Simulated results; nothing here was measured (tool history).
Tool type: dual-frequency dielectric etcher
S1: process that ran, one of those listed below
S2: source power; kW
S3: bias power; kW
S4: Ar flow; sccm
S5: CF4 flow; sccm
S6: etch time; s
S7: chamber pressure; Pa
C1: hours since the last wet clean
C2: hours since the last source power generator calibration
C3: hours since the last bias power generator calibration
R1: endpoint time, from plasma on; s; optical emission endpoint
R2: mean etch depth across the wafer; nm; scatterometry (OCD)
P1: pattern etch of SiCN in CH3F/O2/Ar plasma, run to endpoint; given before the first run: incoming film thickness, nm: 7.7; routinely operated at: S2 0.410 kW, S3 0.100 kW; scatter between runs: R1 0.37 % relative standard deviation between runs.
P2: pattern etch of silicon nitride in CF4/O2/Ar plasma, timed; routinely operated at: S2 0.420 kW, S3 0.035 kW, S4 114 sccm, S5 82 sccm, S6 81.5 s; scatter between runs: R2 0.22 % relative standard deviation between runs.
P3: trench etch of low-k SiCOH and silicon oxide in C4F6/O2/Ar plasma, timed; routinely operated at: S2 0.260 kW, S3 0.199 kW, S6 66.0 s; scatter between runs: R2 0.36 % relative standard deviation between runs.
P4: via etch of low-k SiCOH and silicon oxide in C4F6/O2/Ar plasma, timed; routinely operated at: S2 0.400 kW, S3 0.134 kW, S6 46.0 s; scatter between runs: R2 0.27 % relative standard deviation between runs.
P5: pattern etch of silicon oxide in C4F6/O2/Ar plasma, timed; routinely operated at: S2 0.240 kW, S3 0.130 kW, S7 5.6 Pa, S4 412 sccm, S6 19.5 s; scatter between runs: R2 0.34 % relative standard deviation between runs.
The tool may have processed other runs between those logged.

Run 1, day 0.533: S1 P1, S2 0.410 kW, S3 0.100 kW; C1 407.1; C2 2503.9; C3 1589.8. Result: R1 18.965 s.
Run 2, day 1.229: S1 P2, S2 0.420 kW, S3 0.035 kW, S4 114 sccm, S5 82 sccm, S6 81.5 s; C1 423.8; C2 2520.6; C3 1606.5. Result: R2 111.120 nm.
Run 3, day 1.633: S1 P5, S2 0.240 kW, S3 0.130 kW, S4 495 sccm, S6 19.5 s, S7 5.6 Pa; C1 433.5; C2 2530.3; C3 1616.2. Result: R2 40.176 nm.
Run 4, day 2.317: S1 P4, S2 0.400 kW, S3 0.134 kW, S6 33.5 s; C1 449.9; C2 2546.7; C3 1632.6. Result: R2 79.227 nm.
Run 5, day 2.850: S1 P5, S2 0.240 kW, S3 0.130 kW, S4 412 sccm, S6 19.5 s, S7 5.6 Pa; C1 462.7; C2 2559.5; C3 1645.4. Result: R2 41.114 nm.
Run 6, day 3.533: S1 P2, S2 0.420 kW, S3 0.035 kW, S4 114 sccm, S5 62 sccm, S6 81.5 s; C1 479.1; C2 2575.9; C3 1661.8. Result: R2 106.480 nm.
Run 7, day 3.883: S1 P3, S2 0.260 kW, S3 0.199 kW, S6 42.5 s; C1 487.5; C2 2584.3; C3 1670.2. Result: R2 116.870 nm.
Run 8, day 4.296: S1 P1, S2 0.410 kW, S3 0.100 kW; C1 497.4; C2 2594.2; C3 1680.1. Result: R1 18.936 s.
Run 9, day 4.896: S1 P2, S2 0.420 kW, S3 0.035 kW, S4 114 sccm, S5 82 sccm, S6 45.0 s; C1 511.8; C2 2608.6; C3 1694.5. Result: R2 61.313 nm.
Run 10, day 5.433: S1 P1, S2 0.410 kW, S3 0.100 kW; C1 524.7; C2 2621.5; C3 1707.4. Result: R1 18.853 s.
At day 5.633: bias power generator calibrated.
Run 11, day 5.767: S1 P1, S2 0.250 kW, S3 0.100 kW; C1 532.7; C2 2629.5; C3 3.3. Result: R1 22.648 s.
Run 12, day 6.233: S1 P1, S2 0.410 kW, S3 0.100 kW; C1 543.9; C2 2640.7; C3 14.5. Result: R1 18.889 s.
Run 13, day 6.808: S1 P3, S2 0.260 kW, S3 0.280 kW, S6 66.0 s; C1 557.7; C2 2654.5; C3 28.3. Result: R2 203.180 nm.
Run 14, day 7.254: S1 P4, S2 0.400 kW, S3 0.100 kW, S6 46.0 s; C1 568.4; C2 2665.2; C3 39.0. Result: R2 99.331 nm.
Run 15, day 7.667: S1 P1, S2 0.410 kW, S3 0.140 kW; C1 578.3; C2 2675.1; C3 48.9. Result: R1 16.563 s.
Run 16, day 8.183: S1 P1, S2 0.410 kW, S3 0.100 kW; C1 590.7; C2 2687.5; C3 61.3. Result: R1 18.876 s.
Run 17, day 8.546: S1 P4, S2 0.290 kW, S3 0.134 kW, S6 46.0 s; C1 599.4; C2 2696.2; C3 70.0. Result: R2 95.215 nm.
Run 18, day 9.017: S1 P3, S2 0.170 kW, S3 0.199 kW, S6 66.0 s; C1 610.7; C2 2707.5; C3 81.3. Result: R2 154.840 nm.
Run 19, day 9.550: S1 P1, S2 0.490 kW, S3 0.073 kW; C1 623.5; C2 2720.3; C3 94.1. Result: R1 19.857 s.
Run 20, day 10.167: S1 P5, S2 0.290 kW, S3 0.130 kW, S4 412 sccm, S6 19.5 s, S7 5.6 Pa; C1 638.3; C2 2735.1; C3 108.9. Result: R2 44.413 nm.
Run 21, day 10.646: S1 P1, S2 0.550 kW, S3 0.100 kW; C1 649.8; C2 2746.6; C3 120.4. Result: R1 16.978 s.
Run 22, day 11.096: S1 P3, S2 0.260 kW, S3 0.199 kW, S6 66.0 s; C1 660.6; C2 2757.4; C3 131.2. Result: R2 181.770 nm.
Run 23, day 11.425: S1 P2, S2 0.300 kW, S3 0.035 kW, S4 114 sccm, S5 82 sccm, S6 81.5 s; C1 668.5; C2 2765.3; C3 139.1. Result: R2 82.739 nm.
At day 11.771: source power generator calibrated.
Run 24, day 12.125: S1 P2, S2 0.420 kW, S3 0.035 kW, S4 114 sccm, S5 82 sccm, S6 81.5 s; C1 685.3; C2 8.5; C3 155.9. Result: R2 111.310 nm.
At day 12.704: wet clean of the chamber.
Run 25, day 12.762: S1 P1, S2 0.410 kW, S3 0.100 kW; C1 1.4; C2 23.8; C3 171.2. Result: R1 18.977 s.
Run 26, day 13.496: S1 P5, S2 0.240 kW, S3 0.130 kW, S4 412 sccm, S6 10.5 s, S7 5.6 Pa; C1 19.0; C2 41.4; C3 188.8. Result: R2 22.245 nm.
Run 27, day 14.200: S1 P5, S2 0.240 kW, S3 0.158 kW, S4 412 sccm, S6 19.5 s, S7 5.6 Pa; C1 35.9; C2 58.3; C3 205.7. Result: R2 43.535 nm.

Expected results for the next run?
Run 28, day 14.950: S1 P2, S2 0.420 kW, S3 0.035 kW, S4 156 sccm, S5 82 sccm, S6 81.5 s; C1 53.9; C2 76.3; C3 223.7. Result: R2 ?.

{"run 28": {"R2": 105.78}}

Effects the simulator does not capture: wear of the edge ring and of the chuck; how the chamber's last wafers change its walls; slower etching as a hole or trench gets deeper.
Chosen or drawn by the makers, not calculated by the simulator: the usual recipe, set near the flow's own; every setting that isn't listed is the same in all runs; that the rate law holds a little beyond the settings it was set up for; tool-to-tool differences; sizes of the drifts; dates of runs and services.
